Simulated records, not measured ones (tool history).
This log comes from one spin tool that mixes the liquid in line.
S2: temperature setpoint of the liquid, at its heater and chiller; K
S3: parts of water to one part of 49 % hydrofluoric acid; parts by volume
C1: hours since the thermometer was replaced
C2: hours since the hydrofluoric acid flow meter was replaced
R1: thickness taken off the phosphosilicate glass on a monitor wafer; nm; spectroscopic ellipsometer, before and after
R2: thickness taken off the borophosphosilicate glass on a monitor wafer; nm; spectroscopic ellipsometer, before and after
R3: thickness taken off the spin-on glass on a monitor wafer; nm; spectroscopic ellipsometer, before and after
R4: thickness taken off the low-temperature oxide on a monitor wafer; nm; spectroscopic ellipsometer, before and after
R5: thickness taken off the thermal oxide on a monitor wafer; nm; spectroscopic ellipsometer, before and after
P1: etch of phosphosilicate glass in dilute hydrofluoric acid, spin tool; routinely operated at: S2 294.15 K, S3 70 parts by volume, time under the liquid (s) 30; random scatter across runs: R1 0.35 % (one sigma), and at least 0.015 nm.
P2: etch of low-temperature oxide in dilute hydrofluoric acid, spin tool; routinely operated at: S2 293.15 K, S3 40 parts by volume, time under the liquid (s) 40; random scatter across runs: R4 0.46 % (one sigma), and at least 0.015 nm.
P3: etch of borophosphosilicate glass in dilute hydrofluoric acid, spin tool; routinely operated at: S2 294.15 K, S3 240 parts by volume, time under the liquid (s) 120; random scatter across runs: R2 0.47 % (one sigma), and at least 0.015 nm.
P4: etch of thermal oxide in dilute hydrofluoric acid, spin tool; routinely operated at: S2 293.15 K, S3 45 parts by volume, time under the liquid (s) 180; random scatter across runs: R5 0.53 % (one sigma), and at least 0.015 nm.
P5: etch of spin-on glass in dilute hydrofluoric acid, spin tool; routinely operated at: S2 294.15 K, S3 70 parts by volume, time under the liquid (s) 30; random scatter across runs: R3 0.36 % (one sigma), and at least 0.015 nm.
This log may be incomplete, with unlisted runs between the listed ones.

run 1 hour=10.5 | process_that_ran=P1 S2=294.15 S3=70 time_under_the_liquid_(s)=30 | C1=175.9 C2=902.6 | R1=59.612
run 2 hour=20.5 | process_that_ran=P3 S2=294.15 S3=240 time_under_the_liquid_(s)=120 | C1=185.9 C2=912.6 | R2=21.301
run 3 hour=30.8 | process_that_ran=P3 S2=294.15 S3=240 time_under_the_liquid_(s)=120 | C1=196.2 C2=922.9 | R2=21.249
run 4 hour=41.4 | process_that_ran=P5 S2=290.15 S3=70 time_under_the_liquid_(s)=30 | C1=206.8 C2=933.5 | R3=8.5184
run 5 hour=49.3 | process_that_ran=P1 S2=294.15 S3=70 time_under_the_liquid_(s)=30 | C1=214.7 C2=941.4 | R1=59.620
run 6 hour=58.7 | process_that_ran=P1 S2=294.15 S3=70 time_under_the_liquid_(s)=30 | C1=224.1 C2=950.8 | R1=59.571
run 7 hour=67.9 | process_that_ran=P2 S2=293.15 S3=65 time_under_the_liquid_(s)=40 | C1=233.3 C2=960.0 | R4=5.7250
run 8 hour=76.8 | process_that_ran=P4 S2=293.15 S3=20 time_under_the_liquid_(s)=180 | C1=242.2 C2=968.9 | R5=40.207
run 9 hour=87.4 | process_that_ran=P5 S2=294.15 S3=70 time_under_the_liquid_(s)=60 | C1=252.8 C2=979.5 | R3=20.2010
run 10 hour=98.1 | process_that_ran=P1 S2=294.15 S3=70 time_under_the_liquid_(s)=45 | C1=263.5 C2=990.2 | R1=89.796
run 11 hour=107.3 | process_that_ran=P5 S2=294.15 S3=70 time_under_the_liquid_(s)=30 | C1=272.7 C2=999.4 | R3=10.1640
run 12 hour=116.5 | process_that_ran=P2 S2=293.15 S3=40 time_under_the_liquid_(s)=15 | C1=281.9 C2=1008.6 | R4=3.6303
run 13 hour=128.9 | process_that_ran=P5 S2=294.15 S3=130 time_under_the_liquid_(s)=30 | C1=294.3 C2=1021.0 | R3=5.0971
run 14 hour=135.9 | process_that_ran=P1 S2=294.15 S3=70 time_under_the_liquid_(s)=30 | C1=301.3 C2=1028.0 | R1=59.586
run 15 hour=144.6 | process_that_ran=P1 S2=294.15 S3=70 time_under_the_liquid_(s)=30 | C1=310.0 C2=1036.7 | R1=59.767
run 16 hour=150.8 | process_that_ran=P3 S2=294.15 S3=240 time_under_the_liquid_(s)=35 | C1=316.2 C2=1042.9 | R2=6.233
run 17 hour=157.0 | process_that_ran=P4 S2=293.15 S3=45 time_under_the_liquid_(s)=355 | C1=322.4 C2=1049.1 | R5=34.270
run 18 hour=164.3 | process_that_ran=P1 S2=294.15 S3=40 time_under_the_liquid_(s)=45 | C1=329.7 C2=1056.4 | R1=162.760
run 19 hour=171.6 | process_that_ran=P1 S2=294.15 S3=70 time_under_the_liquid_(s)=15 | C1=337.0 C2=1063.7 | R1=29.877
run 20 hour=178.9 | process_that_ran=P3 S2=302.15 S3=240 time_under_the_liquid_(s)=120 | C1=344.3 C2=1071.0 | R2=28.305
run 21 hour=186.0 | process_that_ran=P1 S2=294.15 S3=70 time_under_the_liquid_(s)=30 | C1=351.4 C2=1078.1 | R1=59.862
run 22 hour=193.1 | process_that_ran=P4 S2=297.65 S3=45 time_under_the_liquid_(s)=180 | C1=358.5 C2=1085.2 | R5=20.908
run 23 hour=204.0 | process_that_ran=P3 S2=294.15 S3=375 time_under_the_liquid_(s)=120 | C1=369.4 C2=1096.1 | R2=12.115
run 24 hour=215.6 | process_that_ran=P1 S2=294.15 S3=105 time_under_the_liquid_(s)=30 | C1=381.0 C2=1107.7 | R1=38.080
run 25 hour=226.8 | process_that_ran=P2 S2=293.15 S3=40 time_under_the_liquid_(s)=40 | C1=392.2 C2=1118.9 | R4=9.7191
run 26 hour=237.0 | process_that_ran=P4 S2=293.15 S3=45 time_under_the_liquid_(s)=180 | C1=402.4 C2=1129.1 | R5=17.455
run 27 hour=242.8 | process_that_ran=P1 S2=294.15 S3=70 time_under_the_liquid_(s)=30 | C1=408.2 C2=1134.9 | R1=59.651
run 28 hour=249.6 | process_that_ran=P2 S2=300.65 S3=40 time_under_the_liquid_(s)=40 | C1=415.0 C2=1141.7 | R4=13.1910
run 29 hour=260.7 | process_that_ran=P1 S2=290.15 S3=70 time_under_the_liquid_(s)=30 | C1=426.1 C2=1152.8 | R1=50.356
run 30 hour=267.8 | process_that_ran=P1 S2=301.15 S3=70 time_under_the_liquid_(s)=30 | C1=433.2 C2=1159.9 | R1=79.117
run 31 hour=277.5 | process_that_ran=P1 S2=301.65 S3=105 time_under_the_liquid_(s)=30 | C1=442.9 C2=1169.6 | R1=51.366
run 32 hour=285.3 | process_that_ran=P1 S2=294.15 S3=20 time_under_the_liquid_(s)=30 | C1=450.7 C2=1177.4 | R1=222.040
run 33 hour=296.7 | process_that_ran=P1 S2=294.15 S3=70 time_under_the_liquid_(s)=30 | C1=462.1 C2=1188.8 | R1=59.458
run 34 hour=307.5 | process_that_ran=P1 S2=294.15 S3=70 time_under_the_liquid_(s)=30 | C1=472.9 C2=1199.6 | R1=58.011
run 35 hour=316.6 | process_that_ran=P1 S2=294.15 S3=70 time_under_the_liquid_(s)=30 | C1=482.0 C2=1208.7 | R1=56.868
run 36 hour=327.5 | process_that_ran=P1 S2=294.15 S3=70 time_under_the_liquid_(s)=30 | C1=492.9 C2=1219.6 | R1=55.935
run 37 hour=336.3 | process_that_ran=P1 S2=294.15 S3=70 time_under_the_liquid_(s)=30 | C1=501.7 C2=1228.4 | R1=55.625
run 38 hour=346.2 | process_that_ran=P1 S2=294.15 S3=70 time_under_the_liquid_(s)=30 | C1=511.6 C2=1238.3 | R1=55.154
run 39 hour=356.6 | process_that_ran=P1 S2=294.15 S3=70 time_under_the_liquid_(s)=30 | C1=522.0 C2=1248.7 | R1=54.915
run 40 hour=364.0 | process_that_ran=P1 S2=294.15 S3=70 time_under_the_liquid_(s)=30 | C1=529.4 C2=1256.1 | R1=54.568
run 41 hour=374.2 | process_that_ran=P1 S2=294.15 S3=70 time_under_the_liquid_(s)=30 | C1=539.6 C2=1266.3 | R1=55.109
run 42 hour=381.6 | process_that_ran=P1 S2=294.15 S3=70 time_under_the_liquid_(s)=30 | C1=547.0 C2=1273.7 | R1=54.485
run 43 hour=388.2 | process_that_ran=P1 S2=294.15 S3=70 time_under_the_liquid_(s)=30 | C1=553.6 C2=1280.3 | R1=54.952
run 44 hour=398.0 | process_that_ran=P1 S2=294.15 S3=70 time_under_the_liquid_(s)=30 | C1=563.4 C2=1290.1 | R1=54.306

The log shows P1 creeping away from where it was. Any of the 2 causes listed here, at the size stated for it, fits the log just as well as the others:
A: liquid colder than its thermometer reads (K) = 2.1
B: hydrofluoric acid flow below the setpoint (%) = 7.76
Onset of the creep was near hour 296.7.

Of the 4 check runs listed below, each run on one wafer and each result written as a question mark, which would let you distinguish the listed causes because they would give clearly different results?
run check 1 hour=407.8 | process_that_ran=P3 S2=297.65 S3=330 time_under_the_liquid_(s)=120 | R2=?
run check 2 hour=407.8 | process_that_ran=P5 S2=294.15 S3=120 time_under_the_liquid_(s)=30 | R3=?
run check 3 hour=407.8 | process_that_ran=P4 S2=293.15 S3=30 time_under_the_liquid_(s)=340 | R5=?
run check 4 hour=407.8 | process_that_ran=P2 S2=293.15 S3=60 time_under_the_liquid_(s)=15 | R4=?

Predicted outcomes, by check and by cause:
check=check_1 result=R2 if_A=14.996 if_B=14.482
check=check_2 result=R3 if_A=5.1217 if_B=5.0872
check=check_3 result=R5 if_A=45.713 if_B=46.058
check=check_4 result=R4 if_A=2.1594 if_B=2.1649
Smallest distance between any two causes, each pair judged by its most separating result, in per cent: check 1 3.48 %; check 2 0.67 %; check 3 0.75 %; check 4 0.26 %
Of the check runs offered, only check 1 discriminates between the causes; the rest would read about the same regardless of which cause applies.

The results of check 1 are: R2 15.011 nm. Based on these, which of the listed causes is it?

It is A: liquid colder than its thermometer reads (K).
